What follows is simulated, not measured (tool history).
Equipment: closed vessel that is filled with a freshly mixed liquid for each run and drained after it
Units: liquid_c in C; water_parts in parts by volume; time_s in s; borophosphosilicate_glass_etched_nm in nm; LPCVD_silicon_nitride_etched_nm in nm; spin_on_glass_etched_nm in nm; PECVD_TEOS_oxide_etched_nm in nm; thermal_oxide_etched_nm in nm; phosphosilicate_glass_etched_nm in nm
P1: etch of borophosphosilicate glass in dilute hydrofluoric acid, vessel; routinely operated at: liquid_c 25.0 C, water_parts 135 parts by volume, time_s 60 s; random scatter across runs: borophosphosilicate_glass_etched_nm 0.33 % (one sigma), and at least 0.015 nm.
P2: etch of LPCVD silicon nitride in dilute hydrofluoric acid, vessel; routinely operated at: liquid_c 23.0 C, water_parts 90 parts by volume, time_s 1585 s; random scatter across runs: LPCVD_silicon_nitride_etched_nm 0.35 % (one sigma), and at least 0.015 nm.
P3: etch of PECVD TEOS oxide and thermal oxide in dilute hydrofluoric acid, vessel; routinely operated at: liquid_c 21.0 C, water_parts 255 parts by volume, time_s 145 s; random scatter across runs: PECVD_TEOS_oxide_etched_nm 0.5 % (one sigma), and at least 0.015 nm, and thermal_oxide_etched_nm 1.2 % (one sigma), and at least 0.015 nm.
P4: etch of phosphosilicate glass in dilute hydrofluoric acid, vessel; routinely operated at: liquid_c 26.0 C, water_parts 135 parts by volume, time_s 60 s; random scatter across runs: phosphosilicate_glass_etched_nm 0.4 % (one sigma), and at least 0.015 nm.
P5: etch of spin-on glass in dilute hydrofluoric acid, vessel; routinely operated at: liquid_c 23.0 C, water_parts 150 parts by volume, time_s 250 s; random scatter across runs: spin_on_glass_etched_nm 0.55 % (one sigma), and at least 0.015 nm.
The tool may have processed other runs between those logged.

run	hour	process	liquid_c	water_parts	time_s	hours since the thermometer was replaced	hours since the hydrofluoric acid flow meter was replaced	borophosphosilicate_glass_etched_nm	LPCVD_silicon_nitride_etched_nm	spin_on_glass_etched_nm	PECVD_TEOS_oxide_etched_nm	thermal_oxide_etched_nm	phosphosilicate_glass_etched_nm
1	6.4	P1	25.0	135	60	1244.8	505.3	18.0140					
2	16.2	P2	23.0	160	1585	1254.6	515.1		4.2223				
3	22.7	P5	23.0	75	250	1261.1	521.6			99.7430			
4	29.2	P1	17.5	135	60	1267.6	528.1	13.4280					
5	37.5	P1	25.0	135	60	1275.9	536.4	18.1020					
6	47.7	P1	25.0	135	60	1286.1	546.6	18.1010					
7	53.6	P3	21.0	255	145	1292.0	552.5				10.4290	1.9948	
8	62.9	P1	33.0	135	60	1301.3	561.8	24.2720					
9	69.3	P3	21.0	255	145	1307.7	568.2				10.4740	1.9024	
10	77.0	P2	18.5	90	1585	1315.4	575.9		5.4895				
11	83.6	P5	23.0	150	250	1322.0	582.5			45.4680			
12	91.7	P4	32.5	135	60	1330.1	590.6						66.402
13	98.4	P1	25.0	135	60	1336.8	597.3	18.0510					
14	108.5	P1	25.0	135	60	1346.9	607.4	18.0600					
15	116.5	P1	25.0	135	60	1354.9	615.4	17.9520					
16	126.9	P1	21.5	85	60	1365.3	625.8	26.5100					
17	137.3	P4	26.0	135	60	1375.7	636.2						52.162
18	145.4	P3	21.0	65	145	1383.8	644.3				50.1420	9.4752	
19	150.1	P2	23.0	90	2370	1388.5	649.0		11.1920				
20	159.8	P1	25.0	240	60	1398.2	658.7	9.0369					
21	170.2	P1	25.0	35	90	1408.6	669.1	119.6500					
22	180.2	P3	21.0	255	285	1418.6	679.1				20.4390	3.9318	
23	187.0	P5	31.0	150	250	1425.4	685.9			61.9870			
24	194.4	P1	25.0	135	30	1432.8	693.3	9.0478					
25	204.7	P1	25.0	135	110	1443.1	703.6	33.1520					
26	215.4	P1	25.0	45	60	1453.8	714.3	60.5740					
27	224.5	P4	26.0	245	60	1462.9	723.4						25.469
28	229.7	P1	30.0	30	60	1468.1	728.6	114.0400					
29	237.9	P5	23.0	150	30	1476.3	736.8			5.4915			
30	245.3	P3	17.0	255	145	1483.7	744.2				8.9924	1.6961	
31	255.8	P4	26.0	135	30	1494.2	754.7						26.018
32	266.3	P4	26.0	135	60	1504.7	765.2						52.051
33	271.5	P2	23.0	90	1585	1509.9	770.4		7.4380				
34	277.0	P1	25.0	135	60	1515.4	775.9	18.0400					
35	286.6	P1	25.0	135	60	1525.0	785.5	18.4580					
36	295.6	P1	25.0	135	60	1534.0	794.5	18.6840					
37	304.8	P1	25.0	135	60	1543.2	803.7	18.6920					
38	312.1	P1	25.0	135	60	1550.5	811.0	18.9260					
39	322.9	P1	25.0	135	60	1561.3	821.8	19.0980					
40	330.8	P1	25.0	135	60	1569.2	829.7	18.9880					

Estimate the outcome of run 41 from the log above:
41	341.5	P1	25.0	135	60	1579.9	840.4	?					

Run 41 came out at borophosphosilicate_glass_etched_nm 19.1020 nm.

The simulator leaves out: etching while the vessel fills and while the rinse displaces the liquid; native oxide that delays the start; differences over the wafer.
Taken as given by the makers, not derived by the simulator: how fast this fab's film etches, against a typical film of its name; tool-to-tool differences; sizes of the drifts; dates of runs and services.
